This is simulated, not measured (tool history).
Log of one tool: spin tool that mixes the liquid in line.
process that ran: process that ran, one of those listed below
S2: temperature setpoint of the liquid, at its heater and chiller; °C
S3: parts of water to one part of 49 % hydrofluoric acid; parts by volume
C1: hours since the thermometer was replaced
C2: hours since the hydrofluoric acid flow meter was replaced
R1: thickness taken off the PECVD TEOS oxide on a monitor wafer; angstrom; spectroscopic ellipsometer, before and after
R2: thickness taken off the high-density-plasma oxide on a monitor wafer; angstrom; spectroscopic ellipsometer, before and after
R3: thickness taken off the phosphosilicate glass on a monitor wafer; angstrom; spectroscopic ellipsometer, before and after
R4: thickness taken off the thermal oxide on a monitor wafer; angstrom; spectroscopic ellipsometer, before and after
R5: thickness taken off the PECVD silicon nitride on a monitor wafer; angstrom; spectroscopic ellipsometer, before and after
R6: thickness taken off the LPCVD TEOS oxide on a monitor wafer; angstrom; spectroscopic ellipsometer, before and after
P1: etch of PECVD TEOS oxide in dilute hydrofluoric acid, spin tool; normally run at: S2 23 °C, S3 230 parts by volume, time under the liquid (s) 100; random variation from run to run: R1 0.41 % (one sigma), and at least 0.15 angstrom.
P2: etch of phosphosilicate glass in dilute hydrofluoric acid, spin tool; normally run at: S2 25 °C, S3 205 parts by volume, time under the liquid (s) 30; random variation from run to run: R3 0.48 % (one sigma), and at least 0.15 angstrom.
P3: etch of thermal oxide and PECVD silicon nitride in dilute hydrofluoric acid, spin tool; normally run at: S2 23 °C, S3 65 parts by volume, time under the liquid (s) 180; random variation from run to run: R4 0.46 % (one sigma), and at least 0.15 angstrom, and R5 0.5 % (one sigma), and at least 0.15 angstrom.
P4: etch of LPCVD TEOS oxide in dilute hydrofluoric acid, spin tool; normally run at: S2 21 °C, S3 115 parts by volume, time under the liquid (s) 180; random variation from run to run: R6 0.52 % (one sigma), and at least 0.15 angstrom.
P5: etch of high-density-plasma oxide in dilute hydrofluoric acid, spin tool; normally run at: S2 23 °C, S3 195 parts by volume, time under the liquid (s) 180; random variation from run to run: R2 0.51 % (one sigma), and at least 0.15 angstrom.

{"run": 1, "hour": 4.4, "process that ran": "P1", "S2": 23, "S3": 230, "time under the liquid (s)": 100, "C1": 1507.4, "C2": 568.5, "R1": 90.49}
{"run": 2, "hour": 6.9, "process that ran": "P5", "S2": 30.5, "S3": 195, "time under the liquid (s)": 180, "C1": 1509.9, "C2": 571, "R2": 53.375}
{"run": 3, "hour": 10.5, "process that ran": "P2", "S2": 25, "S3": 80, "time under the liquid (s)": 30, "C1": 1513.5, "C2": 574.6, "R3": 582.84}
{"run": 4, "hour": 14.7, "process that ran": "P1", "S2": 23, "S3": 230, "time under the liquid (s)": 100, "C1": 1517.7, "C2": 578.8, "R1": 90.453}
{"run": 5, "hour": 18.1, "process that ran": "P1", "S2": 23, "S3": 230, "time under the liquid (s)": 100, "C1": 1521.1, "C2": 582.2, "R1": 89.832}
{"run": 6, "hour": 21.7, "process that ran": "P3", "S2": 23, "S3": 35, "time under the liquid (s)": 180, "C1": 1524.7, "C2": 585.8, "R4": 255.37, "R5": 153.44}
{"run": 7, "hour": 25.5, "process that ran": "P1", "S2": 29.5, "S3": 230, "time under the liquid (s)": 100, "C1": 1528.5, "C2": 589.6, "R1": 114.05}
{"run": 8, "hour": 29.1, "process that ran": "P1", "S2": 17.5, "S3": 230, "time under the liquid (s)": 100, "C1": 1532.1, "C2": 593.2, "R1": 73.559}
{"run": 9, "hour": 33.7, "process that ran": "P1", "S2": 23, "S3": 230, "time under the liquid (s)": 100, "C1": 1536.7, "C2": 597.8, "R1": 90.636}
{"run": 10, "hour": 37.2, "process that ran": "P1", "S2": 23, "S3": 145, "time under the liquid (s)": 100, "C1": 1540.2, "C2": 601.3, "R1": 157.95}
{"run": 11, "hour": 41.3, "process that ran": "P4", "S2": 21, "S3": 115, "time under the liquid (s)": 180, "C1": 1544.3, "C2": 605.4, "R6": 325.69}
{"run": 12, "hour": 46.5, "process that ran": "P5", "S2": 23, "S3": 195, "time under the liquid (s)": 180, "C1": 1549.5, "C2": 610.6, "R2": 40.919}
{"run": 13, "hour": 51.1, "process that ran": "P2", "S2": 25, "S3": 205, "time under the liquid (s)": 55, "C1": 1554.1, "C2": 615.2, "R3": 363.05}
{"run": 14, "hour": 55.8, "process that ran": "P3", "S2": 23, "S3": 65, "time under the liquid (s)": 180, "C1": 1558.8, "C2": 619.9, "R4": 132.41, "R5": 82.951}
{"run": 15, "hour": 60.8, "process that ran": "P4", "S2": 21, "S3": 115, "time under the liquid (s)": 70, "C1": 1563.8, "C2": 624.9, "R6": 124.87}
{"run": 16, "hour": 64.4, "process that ran": "P1", "S2": 23, "S3": 405, "time under the liquid (s)": 100, "C1": 1567.4, "C2": 628.5, "R1": 43.744}
{"run": 17, "hour": 68.0, "process that ran": "P1", "S2": 23, "S3": 230, "time under the liquid (s)": 170, "C1": 1571, "C2": 632.1, "R1": 153.53}
{"run": 18, "hour": 72.7, "process that ran": "P1", "S2": 23, "S3": 230, "time under the liquid (s)": 100, "C1": 1575.7, "C2": 636.8, "R1": 90.064}
{"run": 19, "hour": 77.4, "process that ran": "P4", "S2": 21, "S3": 55, "time under the liquid (s)": 180, "C1": 1580.4, "C2": 641.5, "R6": 729.45}
{"run": 20, "hour": 82.6, "process that ran": "P3", "S2": 23, "S3": 65, "time under the liquid (s)": 320, "C1": 1585.6, "C2": 646.7, "R4": 233.76, "R5": 148.45}
{"run": 21, "hour": 86.6, "process that ran": "P2", "S2": 19.5, "S3": 205, "time under the liquid (s)": 30, "C1": 1589.6, "C2": 650.7, "R3": 159.49}
{"run": 22, "hour": 91.5, "process that ran": "P5", "S2": 23, "S3": 305, "time under the liquid (s)": 180, "C1": 1594.5, "C2": 655.6, "R2": 23.229}
{"run": 23, "hour": 95.5, "process that ran": "P5", "S2": 23, "S3": 195, "time under the liquid (s)": 295, "C1": 1598.5, "C2": 659.6, "R2": 66.8}
{"run": 24, "hour": 97.9, "process that ran": "P2", "S2": 25, "S3": 205, "time under the liquid (s)": 30, "C1": 1600.9, "C2": 662, "R3": 196.9}
{"run": 25, "hour": 100.4, "process that ran": "P1", "S2": 31, "S3": 100, "time under the liquid (s)": 100, "C1": 1603.4, "C2": 664.5, "R1": 326.05}
{"run": 26, "hour": 103.0, "process that ran": "P4", "S2": 17, "S3": 115, "time under the liquid (s)": 180, "C1": 1606, "C2": 667.1, "R6": 274.58}
{"run": 27, "hour": 106.7, "process that ran": "P5", "S2": 23, "S3": 195, "time under the liquid (s)": 180, "C1": 1609.7, "C2": 670.8, "R2": 40.555}
{"run": 28, "hour": 109.3, "process that ran": "P1", "S2": 23, "S3": 230, "time under the liquid (s)": 15, "C1": 1612.3, "C2": 673.4, "R1": 13.533}
{"run": 29, "hour": 112.0, "process that ran": "P3", "S2": 30.5, "S3": 65, "time under the liquid (s)": 180, "C1": 1615, "C2": 676.1, "R4": 177.48, "R5": 134.55}
{"run": 30, "hour": 117.2, "process that ran": "P1", "S2": 23, "S3": 230, "time under the liquid (s)": 100, "C1": 1620.2, "C2": 681.3, "R1": 90.534}
{"run": 31, "hour": 121.3, "process that ran": "P1", "S2": 23, "S3": 230, "time under the liquid (s)": 100, "C1": 1624.3, "C2": 685.4, "R1": 93.044}
{"run": 32, "hour": 123.9, "process that ran": "P1", "S2": 23, "S3": 230, "time under the liquid (s)": 100, "C1": 1626.9, "C2": 688, "R1": 93.451}

Run 33 comes next. What will it give?
{"run": 33, "hour": 126.8, "process that ran": "P1", "S2": 23, "S3": 230, "time under the liquid (s)": 100, "C1": 1629.8, "C2": 690.9, "R1": "?"}

Run 33 gave R1 94.007 angstrom.

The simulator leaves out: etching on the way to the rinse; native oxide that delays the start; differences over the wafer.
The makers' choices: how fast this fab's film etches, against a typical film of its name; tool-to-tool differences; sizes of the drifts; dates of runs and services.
